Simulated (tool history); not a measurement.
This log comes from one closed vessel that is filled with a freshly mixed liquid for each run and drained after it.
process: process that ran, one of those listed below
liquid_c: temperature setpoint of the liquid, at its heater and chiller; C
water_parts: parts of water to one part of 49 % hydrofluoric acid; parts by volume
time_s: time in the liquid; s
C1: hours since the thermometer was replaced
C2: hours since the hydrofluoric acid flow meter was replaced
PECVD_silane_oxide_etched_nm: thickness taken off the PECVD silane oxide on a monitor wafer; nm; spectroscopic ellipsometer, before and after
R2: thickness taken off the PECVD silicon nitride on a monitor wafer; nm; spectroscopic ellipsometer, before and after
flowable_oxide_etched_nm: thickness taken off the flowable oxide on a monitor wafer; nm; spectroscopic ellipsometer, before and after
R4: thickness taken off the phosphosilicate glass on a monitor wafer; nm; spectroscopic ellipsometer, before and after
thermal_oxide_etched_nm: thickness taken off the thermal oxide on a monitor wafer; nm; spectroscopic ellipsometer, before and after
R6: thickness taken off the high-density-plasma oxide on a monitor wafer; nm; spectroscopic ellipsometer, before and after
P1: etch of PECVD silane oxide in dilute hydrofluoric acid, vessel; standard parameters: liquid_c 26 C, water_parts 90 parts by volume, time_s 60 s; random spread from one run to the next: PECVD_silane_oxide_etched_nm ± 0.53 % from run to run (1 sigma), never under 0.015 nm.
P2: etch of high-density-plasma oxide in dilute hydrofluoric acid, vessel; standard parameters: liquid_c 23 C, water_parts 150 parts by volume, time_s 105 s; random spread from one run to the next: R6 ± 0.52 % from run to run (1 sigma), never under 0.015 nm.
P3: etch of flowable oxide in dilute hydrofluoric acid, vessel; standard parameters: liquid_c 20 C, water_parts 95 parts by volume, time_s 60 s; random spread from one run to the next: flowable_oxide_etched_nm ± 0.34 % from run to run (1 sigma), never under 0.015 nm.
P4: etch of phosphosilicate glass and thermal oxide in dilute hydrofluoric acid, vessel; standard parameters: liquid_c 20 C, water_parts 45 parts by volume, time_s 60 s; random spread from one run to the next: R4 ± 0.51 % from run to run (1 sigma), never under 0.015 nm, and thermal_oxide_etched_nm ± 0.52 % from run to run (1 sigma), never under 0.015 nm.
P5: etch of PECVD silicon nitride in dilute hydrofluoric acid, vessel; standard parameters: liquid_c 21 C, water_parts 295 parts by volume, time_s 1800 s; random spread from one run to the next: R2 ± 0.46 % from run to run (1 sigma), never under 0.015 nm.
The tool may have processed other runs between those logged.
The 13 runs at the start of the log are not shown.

{"run": 14, "hour": 75.1, "process": "P1", "liquid_c": 26, "water_parts": 90, "time_s": 60, "C1": 1437.2, "C2": 198.1, "PECVD_silane_oxide_etched_nm": 21.716}
{"run": 15, "hour": 79.2, "process": "P1", "liquid_c": 26, "water_parts": 90, "time_s": 60, "C1": 1441.3, "C2": 202.2, "PECVD_silane_oxide_etched_nm": 21.762}
{"run": 16, "hour": 83.2, "process": "P1", "liquid_c": 26, "water_parts": 90, "time_s": 60, "C1": 1445.3, "C2": 206.2, "PECVD_silane_oxide_etched_nm": 21.517}
{"run": 17, "hour": 89.0, "process": "P5", "liquid_c": 21, "water_parts": 295, "time_s": 1800, "C1": 1451.1, "C2": 212, "R2": 28.567}
{"run": 18, "hour": 92.9, "process": "P4", "liquid_c": 27.5, "water_parts": 45, "time_s": 60, "C1": 1455, "C2": 215.9, "R4": 250.47, "thermal_oxide_etched_nm": 7.4143}
{"run": 19, "hour": 98.6, "process": "P5", "liquid_c": 25, "water_parts": 295, "time_s": 1800, "C1": 1460.7, "C2": 221.6, "R2": 36.697}
{"run": 20, "hour": 102.7, "process": "P2", "liquid_c": 23, "water_parts": 150, "time_s": 155, "C1": 1464.8, "C2": 225.7, "R6": 10.649}
{"run": 21, "hour": 107.6, "process": "P1", "liquid_c": 34, "water_parts": 90, "time_s": 60, "C1": 1469.7, "C2": 230.6, "PECVD_silane_oxide_etched_nm": 29.247}
{"run": 22, "hour": 111.3, "process": "P5", "liquid_c": 21, "water_parts": 295, "time_s": 540, "C1": 1473.4, "C2": 234.3, "R2": 8.5504}
{"run": 23, "hour": 115.4, "process": "P1", "liquid_c": 26, "water_parts": 90, "time_s": 60, "C1": 1477.5, "C2": 238.4, "PECVD_silane_oxide_etched_nm": 21.803}
{"run": 24, "hour": 119.1, "process": "P2", "liquid_c": 18, "water_parts": 150, "time_s": 105, "C1": 1481.2, "C2": 242.1, "R6": 5.9018}
{"run": 25, "hour": 126.2, "process": "P2", "liquid_c": 23, "water_parts": 150, "time_s": 105, "C1": 1488.3, "C2": 249.2, "R6": 7.1034}
{"run": 26, "hour": 130.9, "process": "P2", "liquid_c": 23, "water_parts": 80, "time_s": 105, "C1": 1493, "C2": 253.9, "R6": 14.558}
{"run": 27, "hour": 134.8, "process": "P1", "liquid_c": 26, "water_parts": 90, "time_s": 90, "C1": 1496.9, "C2": 257.8, "PECVD_silane_oxide_etched_nm": 32.7}
{"run": 28, "hour": 141.7, "process": "P4", "liquid_c": 20, "water_parts": 20, "time_s": 60, "C1": 1503.8, "C2": 264.7, "R4": 423.08, "thermal_oxide_etched_nm": 12.554}
{"run": 29, "hour": 148.5, "process": "P1", "liquid_c": 26, "water_parts": 90, "time_s": 30, "C1": 1510.6, "C2": 271.5, "PECVD_silane_oxide_etched_nm": 10.745}
{"run": 30, "hour": 152.3, "process": "P1", "liquid_c": 21, "water_parts": 90, "time_s": 90, "C1": 1514.4, "C2": 275.3, "PECVD_silane_oxide_etched_nm": 26.403}
{"run": 31, "hour": 157.6, "process": "P1", "liquid_c": 26, "water_parts": 90, "time_s": 60, "C1": 1519.7, "C2": 280.6, "PECVD_silane_oxide_etched_nm": 21.566}
{"run": 32, "hour": 163.3, "process": "P1", "liquid_c": 26, "water_parts": 90, "time_s": 60, "C1": 1525.4, "C2": 286.3, "PECVD_silane_oxide_etched_nm": 22.404}
{"run": 33, "hour": 168.6, "process": "P1", "liquid_c": 26, "water_parts": 90, "time_s": 60, "C1": 1530.7, "C2": 291.6, "PECVD_silane_oxide_etched_nm": 22.98}
{"run": 34, "hour": 173.9, "process": "P1", "liquid_c": 26, "water_parts": 90, "time_s": 60, "C1": 1536, "C2": 296.9, "PECVD_silane_oxide_etched_nm": 23.321}

Run 35, settings as shown, results not yet in. Your forecast:
{"run": 35, "hour": 180.3, "process": "P1", "liquid_c": 26, "water_parts": 90, "time_s": 60, "C1": 1542.4, "C2": 303.3, "PECVD_silane_oxide_etched_nm": "?"}

{"run 35": {"PECVD_silane_oxide_etched_nm": 23.408}}
